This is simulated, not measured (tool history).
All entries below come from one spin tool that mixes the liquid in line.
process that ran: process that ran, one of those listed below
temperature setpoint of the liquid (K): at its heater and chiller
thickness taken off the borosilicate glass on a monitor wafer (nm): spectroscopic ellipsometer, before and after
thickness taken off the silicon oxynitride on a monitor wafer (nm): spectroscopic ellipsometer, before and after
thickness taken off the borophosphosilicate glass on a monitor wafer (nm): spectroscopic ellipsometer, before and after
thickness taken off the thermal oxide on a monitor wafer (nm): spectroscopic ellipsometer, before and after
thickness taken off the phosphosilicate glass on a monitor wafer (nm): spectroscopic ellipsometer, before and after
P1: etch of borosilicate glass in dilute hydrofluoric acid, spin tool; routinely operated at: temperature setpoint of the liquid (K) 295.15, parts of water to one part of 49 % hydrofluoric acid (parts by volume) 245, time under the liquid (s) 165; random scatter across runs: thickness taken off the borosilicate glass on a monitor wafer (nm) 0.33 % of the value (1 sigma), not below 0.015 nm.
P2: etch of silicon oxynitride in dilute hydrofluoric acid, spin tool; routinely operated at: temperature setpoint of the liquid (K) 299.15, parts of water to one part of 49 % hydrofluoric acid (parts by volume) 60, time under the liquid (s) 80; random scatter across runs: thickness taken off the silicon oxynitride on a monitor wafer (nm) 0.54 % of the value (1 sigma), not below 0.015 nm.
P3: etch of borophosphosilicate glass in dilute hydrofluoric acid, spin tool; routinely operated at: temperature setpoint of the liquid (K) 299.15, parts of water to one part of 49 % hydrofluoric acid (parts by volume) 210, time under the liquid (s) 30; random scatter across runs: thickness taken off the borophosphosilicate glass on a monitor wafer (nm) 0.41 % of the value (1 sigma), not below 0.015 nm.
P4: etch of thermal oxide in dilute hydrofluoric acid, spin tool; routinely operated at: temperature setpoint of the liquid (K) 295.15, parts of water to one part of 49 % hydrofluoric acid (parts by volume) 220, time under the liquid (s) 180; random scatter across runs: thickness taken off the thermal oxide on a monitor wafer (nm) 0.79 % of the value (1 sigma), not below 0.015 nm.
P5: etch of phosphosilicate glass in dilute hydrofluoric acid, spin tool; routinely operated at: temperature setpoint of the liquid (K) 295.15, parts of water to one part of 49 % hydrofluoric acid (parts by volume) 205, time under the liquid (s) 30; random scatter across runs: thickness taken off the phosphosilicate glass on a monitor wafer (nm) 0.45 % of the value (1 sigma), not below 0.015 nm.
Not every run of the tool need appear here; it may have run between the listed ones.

run   hour  process that ran  temperature setpoint of the liquid (K)  parts of water to one part of 49 % hydrofluoric acid (parts by volume)  time under the liquid (s)  hours since the thermometer was replaced  hours since the hydrofluoric acid flow meter was replaced  thickness taken off the borosilicate glass on a monitor wafer (nm)  thickness taken off the silicon oxynitride on a monitor wafer (nm)  thickness taken off the borophosphosilicate glass on a monitor wafer (nm)  thickness taken off the thermal oxide on a monitor wafer (nm)  thickness taken off the phosphosilicate glass on a monitor wafer (nm)
  1    5.6                P1                                  295.15                                                                     245                        165                                     515.2                                                      393.3                                                             15.2130
  2    9.8                P2                                  299.15                                                                      60                         80                                     519.4                                                      397.5                                                                                                                                  6.7754
  3   14.5                P3                                  299.15                                                                     210                         30                                     524.1                                                      402.2                                                                                                                                                                                                             6.0655
  4   20.3                P1                                  295.15                                                                     390                        165                                     529.9                                                      408.0                                                              8.4094
      21.4  -- thermometer replaced
  5   24.6                P1                                  295.15                                                                     245                         90                                       3.3                                                      412.3                                                              8.2578
  6   28.3                P1                                  295.15                                                                     245                        320                                       7.0                                                      416.0                                                             29.4530
  7   34.4                P1                                  295.15                                                                     245                        165                                      13.1                                                      422.1                                                             15.1710
  8   38.2                P1                                  295.15                                                                     245                        165                                      16.9                                                      425.9                                                             15.2290
  9   43.6                P2                                  299.15                                                                      60                         15                                      22.3                                                      431.3                                                                                                                                  1.2743
 10   47.6                P4                                  295.15                                                                     220                        180                                      26.3                                                      435.3                                                                                                                                                                                                                                                                            3.2354
 11   51.2                P2                                  299.15                                                                      20                         80                                      29.9                                                      438.9                                                                                                                                 20.9190
 12   56.8                P1                                  295.15                                                                      85                        100                                      35.5                                                      444.5                                                             31.5910
 13   61.3                P4                                  302.15                                                                     220                        180                                      40.0                                                      449.0                                                                                                                                                                                                                                                                            4.0931
 14   65.9                P1                                  290.15                                                                     245                        165                                      44.6                                                      453.6                                                             12.6250
 15   69.8                P4                                  295.15                                                                      35                        180                                      48.5                                                      457.5                                                                                                                                                                                                                                                                           25.0910
 16   76.0                P1                                  295.15                                                                     345                        290                                      54.7                                                      463.7                                                             17.3220
 17   81.5                P1                                  295.15                                                                     245                        165                                      60.2                                                      469.2                                                             15.2210
 18   86.0                P4                                  295.15                                                                     220                        180                                      64.7                                                      473.7                                                                                                                                                                                                                                                                            3.2221
 19   91.1                P5                                  295.15                                                                     310                         30                                      69.8                                                      478.8                                                                                                                                                                                                                                                                                                                                                   14.744
 20   94.4                P2                                  306.15                                                                      60                         80                                      73.1                                                      482.1                                                                                                                                  9.4240
 21   98.9                P3                                  299.15                                                                     210                         60                                      77.6                                                      486.6                                                                                                                                                                                                            11.9850
 22  102.7                P1                                  295.15                                                                     105                        165                                      81.4                                                      490.4                                                             41.0130
 23  108.8                P4                                  295.15                                                                     220                        270                                      87.5                                                      496.5                                                                                                                                                                                                                                                                            4.8184
 24  113.0                P5                                  295.15                                                                     205                         30                                      91.7                                                      500.7                                                                                                                                                                                                                                                                                                                                                   24.881
 25  116.1                P3                                  306.65                                                                     210                         30                                      94.8                                                      503.8                                                                                                                                                                                                             7.8046
 26  120.4                P5                                  295.15                                                                     205                         15                                      99.1                                                      508.1                                                                                                                                                                                                                                                                                                                                                   12.324
 27  124.2                P5                                  302.65                                                                     205                         30                                     102.9                                                      511.9                                                                                                                                                                                                                                                                                                                                                   32.088
 28  130.5                P3                                  299.15                                                                     210                         30                                     109.2                                                      518.2                                                                                                                                                                                                             6.0803
 29  135.9                P3                                  299.15                                                                      85                         30                                     114.6                                                      523.6                                                                                                                                                                                                            17.2310
 30  140.1                P5                                  295.15                                                                     205                         30                                     118.8                                                      527.8                                                                                                                                                                                                                                                                                                                                                   24.654
 31  146.5                P1                                  301.65                                                                     245                        165                                     125.2                                                      534.2                                                             19.0980
 32  152.7                P1                                  295.15                                                                     245                        165                                     131.4                                                      540.4                                                             15.2050
 33  156.8                P1                                  295.15                                                                     245                        165                                     135.5                                                      544.5                                                             15.6710
 34  161.4                P1                                  295.15                                                                     245                        165                                     140.1                                                      549.1                                                             15.8790
 35  166.8                P1                                  295.15                                                                     245                        165                                     145.5                                                      554.5                                                             16.1180
 36  173.2                P1                                  295.15                                                                     245                        165                                     151.9                                                      560.9                                                             16.0840
 37  178.3                P1                                  295.15                                                                     245                        165                                     157.0                                                      566.0                                                             16.1500
 38  182.6                P1                                  295.15                                                                     245                        165                                     161.3                                                      570.3                                                             16.1930
 39  186.6                P1                                  295.15                                                                     245                        165                                     165.3                                                      574.3                                                             16.3000

Something has made what P1 gives creep away from where it was; the 2 causes below, each at its own stated size, fit the log equally well:
A: liquid hotter than its thermometer reads (K) = 1.79
B: hydrofluoric acid flow above the setpoint (%) = 5.41
Creep in the process output first set in at about hour 152.7.

Of the 4 check runs below, each run on 2 wafers with the results averaged and each result still a question mark, which one would tell the listed causes apart?
check 1  190.6                P5                                  295.15                                                                     290                         15                                                                                                                                                                                                                                                                                                                                                                                                                                                             ?
check 2  190.6                P4                                  300.65                                                                     220                        255                                                                                                                                                                                                                                                                                                                                                                                      ?
check 3  190.6                P2                                  303.65                                                                      25                         80                                                                                                                                                                                                                                            ?
check 4  190.6                P3                                  304.65                                                                     210                         50                                                                                                                                                                                                                                                                                                                       ?

Outcome of each check run for each possible cause:
  check                                                                     result     if A     if B
check 1      thickness taken off the phosphosilicate glass on a monitor wafer (nm)   8.5485   8.5772
check 2              thickness taken off the thermal oxide on a monitor wafer (nm)   5.9734   5.9943
check 3         thickness taken off the silicon oxynitride on a monitor wafer (nm)  22.5350  21.8510
check 4  thickness taken off the borophosphosilicate glass on a monitor wafer (nm)  12.8880  12.9720
Distance between the nearest two causes, measured in the result of the check that separates them most: check 1 0.34 %; check 2 0.35 %; check 3 3.08 %; check 4 0.65 %
Of the check runs offered, only check 3 discriminates between the causes; the rest would read about the same regardless of which cause applies.

After running check 3, the following was obtained: thickness taken off the silicon oxynitride on a monitor wafer (nm) 22.5620. Which cause does this point to?

The cause is A: liquid hotter than its thermometer reads (K).
